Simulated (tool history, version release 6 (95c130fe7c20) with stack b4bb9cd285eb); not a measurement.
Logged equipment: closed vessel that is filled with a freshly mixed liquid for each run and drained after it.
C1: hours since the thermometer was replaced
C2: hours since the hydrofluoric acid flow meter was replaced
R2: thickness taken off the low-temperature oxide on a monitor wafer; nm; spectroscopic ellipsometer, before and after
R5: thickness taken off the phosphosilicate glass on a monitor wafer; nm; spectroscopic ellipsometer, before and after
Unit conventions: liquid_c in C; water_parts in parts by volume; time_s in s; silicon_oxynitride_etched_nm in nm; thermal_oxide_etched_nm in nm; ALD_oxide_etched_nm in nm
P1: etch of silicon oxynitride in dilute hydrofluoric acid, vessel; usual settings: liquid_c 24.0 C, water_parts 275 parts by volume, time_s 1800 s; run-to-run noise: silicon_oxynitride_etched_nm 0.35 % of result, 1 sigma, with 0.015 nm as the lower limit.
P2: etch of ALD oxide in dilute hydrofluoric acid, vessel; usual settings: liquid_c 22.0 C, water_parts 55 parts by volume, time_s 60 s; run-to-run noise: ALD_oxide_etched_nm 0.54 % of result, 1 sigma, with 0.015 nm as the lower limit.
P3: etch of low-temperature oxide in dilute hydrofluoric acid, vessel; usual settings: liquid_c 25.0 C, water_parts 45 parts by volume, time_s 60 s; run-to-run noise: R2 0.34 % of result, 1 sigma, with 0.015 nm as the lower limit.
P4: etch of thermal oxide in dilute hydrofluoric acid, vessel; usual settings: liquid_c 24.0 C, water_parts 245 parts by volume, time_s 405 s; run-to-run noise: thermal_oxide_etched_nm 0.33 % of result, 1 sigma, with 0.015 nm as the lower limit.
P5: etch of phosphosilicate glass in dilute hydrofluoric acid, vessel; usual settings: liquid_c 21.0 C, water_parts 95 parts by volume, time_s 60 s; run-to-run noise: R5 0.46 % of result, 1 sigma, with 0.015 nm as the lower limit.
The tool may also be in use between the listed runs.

Run 1, hour 9.0: process P1, liquid_c 24.0 C, water_parts 275 parts by volume, time_s 1800 s; C1 1494.5; C2 430.7. Result: silicon_oxynitride_etched_nm 15.4620 nm.
Run 2, hour 17.8: process P3, liquid_c 25.0 C, water_parts 70 parts by volume, time_s 60 s; C1 1503.3; C2 439.5. Result: R2 9.7607 nm.
Run 3, hour 27.8: process P1, liquid_c 20.5 C, water_parts 275 parts by volume, time_s 1800 s; C1 1513.3; C2 449.5. Result: silicon_oxynitride_etched_nm 13.3660 nm.
Run 4, hour 35.1: process P4, liquid_c 24.0 C, water_parts 245 parts by volume, time_s 405 s; C1 1520.6; C2 456.8. Result: thermal_oxide_etched_nm 6.7336 nm.
Run 5, hour 40.9: process P1, liquid_c 24.0 C, water_parts 485 parts by volume, time_s 310 s; C1 1526.4; C2 462.6. Result: silicon_oxynitride_etched_nm 1.3345 nm.
Run 6, hour 51.4: process P4, liquid_c 24.0 C, water_parts 245 parts by volume, time_s 130 s; C1 1536.9; C2 473.1. Result: thermal_oxide_etched_nm 2.1876 nm.
Run 7, hour 56.7: process P1, liquid_c 24.0 C, water_parts 275 parts by volume, time_s 3020 s; C1 1542.2; C2 478.4. Result: silicon_oxynitride_etched_nm 26.0460 nm.
Run 8, hour 62.7: process P2, liquid_c 22.0 C, water_parts 20 parts by volume, time_s 60 s; C1 1548.2; C2 484.4. Result: ALD_oxide_etched_nm 38.070 nm.
Run 9, hour 69.4: process P1, liquid_c 24.0 C, water_parts 275 parts by volume, time_s 1800 s; C1 1554.9; C2 491.1. Result: silicon_oxynitride_etched_nm 15.5070 nm.
Run 10, hour 77.7: process P2, liquid_c 22.0 C, water_parts 55 parts by volume, time_s 60 s; C1 1563.2; C2 499.4. Result: ALD_oxide_etched_nm 13.286 nm.
Run 11, hour 87.9: process P4, liquid_c 24.0 C, water_parts 445 parts by volume, time_s 405 s; C1 1573.4; C2 509.6. Result: thermal_oxide_etched_nm 3.0595 nm.
Run 12, hour 97.0: process P1, liquid_c 24.0 C, water_parts 275 parts by volume, time_s 1800 s; C1 1582.5; C2 518.7. Result: silicon_oxynitride_etched_nm 15.5450 nm.
Run 13, hour 105.2: process P5, liquid_c 21.0 C, water_parts 95 parts by volume, time_s 30 s; C1 1590.7; C2 526.9. Result: R5 25.494 nm.
Run 14, hour 110.8: process P5, liquid_c 17.0 C, water_parts 95 parts by volume, time_s 60 s; C1 1596.3; C2 532.5. Result: R5 42.907 nm.
Run 15, hour 118.9: process P2, liquid_c 30.0 C, water_parts 55 parts by volume, time_s 60 s; C1 1604.4; C2 540.6. Result: ALD_oxide_etched_nm 18.281 nm.
Run 16, hour 128.8: process P3, liquid_c 25.0 C, water_parts 45 parts by volume, time_s 105 s; C1 1614.3; C2 550.5. Result: R2 27.6650 nm.
Run 17, hour 135.1: process P4, liquid_c 28.0 C, water_parts 245 parts by volume, time_s 405 s; C1 1620.6; C2 556.8. Result: thermal_oxide_etched_nm 7.7570 nm.
Run 18, hour 144.7: process P1, liquid_c 24.0 C, water_parts 275 parts by volume, time_s 1800 s; C1 1630.2; C2 566.4. Result: silicon_oxynitride_etched_nm 15.5010 nm.
Run 19, hour 155.3: process P2, liquid_c 22.0 C, water_parts 55 parts by volume, time_s 30 s; C1 1640.8; C2 577.0. Result: ALD_oxide_etched_nm 6.545 nm.
Run 20, hour 161.8: process P1, liquid_c 24.0 C, water_parts 110 parts by volume, time_s 1800 s; C1 1647.3; C2 583.5. Result: silicon_oxynitride_etched_nm 44.3300 nm.
Run 21, hour 170.3: process P3, liquid_c 25.0 C, water_parts 45 parts by volume, time_s 60 s; C1 1655.8; C2 592.0. Result: R2 15.7570 nm.
Run 22, hour 177.9: process P1, liquid_c 24.0 C, water_parts 275 parts by volume, time_s 1800 s; C1 1663.4; C2 599.6. Result: silicon_oxynitride_etched_nm 15.4960 nm.
Run 23, hour 183.1: process P3, liquid_c 33.0 C, water_parts 45 parts by volume, time_s 60 s; C1 1668.6; C2 604.8. Result: R2 21.5890 nm.
Run 24, hour 188.1: process P5, liquid_c 21.0 C, water_parts 60 parts by volume, time_s 60 s; C1 1673.6; C2 609.8. Result: R5 83.781 nm.
Run 25, hour 197.5: process P1, liquid_c 24.0 C, water_parts 275 parts by volume, time_s 1800 s; C1 1683.0; C2 619.2. Result: silicon_oxynitride_etched_nm 15.5700 nm.
Run 26, hour 202.1: process P1, liquid_c 24.0 C, water_parts 500 parts by volume, time_s 1800 s; C1 1687.6; C2 623.8. Result: silicon_oxynitride_etched_nm 7.4405 nm.
Run 27, hour 207.4: process P1, liquid_c 24.0 C, water_parts 275 parts by volume, time_s 1800 s; C1 1692.9; C2 629.1. Result: silicon_oxynitride_etched_nm 15.5390 nm.
Run 28, hour 213.3: process P1, liquid_c 17.0 C, water_parts 275 parts by volume, time_s 710 s; C1 1698.8; C2 635.0. Result: silicon_oxynitride_etched_nm 4.4884 nm.
Run 29, hour 223.6: process P5, liquid_c 21.0 C, water_parts 95 parts by volume, time_s 60 s; C1 1709.1; C2 645.3. Result: R5 50.895 nm.
Run 30, hour 229.2: process P1, liquid_c 32.0 C, water_parts 275 parts by volume, time_s 1800 s; C1 1714.7; C2 650.9. Result: silicon_oxynitride_etched_nm 21.5130 nm.
Run 31, hour 236.6: process P1, liquid_c 24.0 C, water_parts 275 parts by volume, time_s 590 s; C1 1722.1; C2 658.3. Result: silicon_oxynitride_etched_nm 5.1309 nm.
Run 32, hour 246.6: process P1, liquid_c 24.0 C, water_parts 275 parts by volume, time_s 1800 s; C1 1732.1; C2 668.3. Result: silicon_oxynitride_etched_nm 15.4980 nm.
Run 33, hour 251.9: process P1, liquid_c 24.0 C, water_parts 275 parts by volume, time_s 1800 s; C1 1737.4; C2 673.6. Result: silicon_oxynitride_etched_nm 16.0140 nm.
Run 34, hour 256.8: process P1, liquid_c 24.0 C, water_parts 275 parts by volume, time_s 1800 s; C1 1742.3; C2 678.5. Result: silicon_oxynitride_etched_nm 16.2160 nm.

Expected results for the next run?
Run 35, hour 261.6: process P1, liquid_c 24.0 C, water_parts 275 parts by volume, time_s 1800 s; C1 1747.1; C2 683.3. Result: silicon_oxynitride_etched_nm ?.

Run 35 yielded silicon_oxynitride_etched_nm 16.3140 nm.
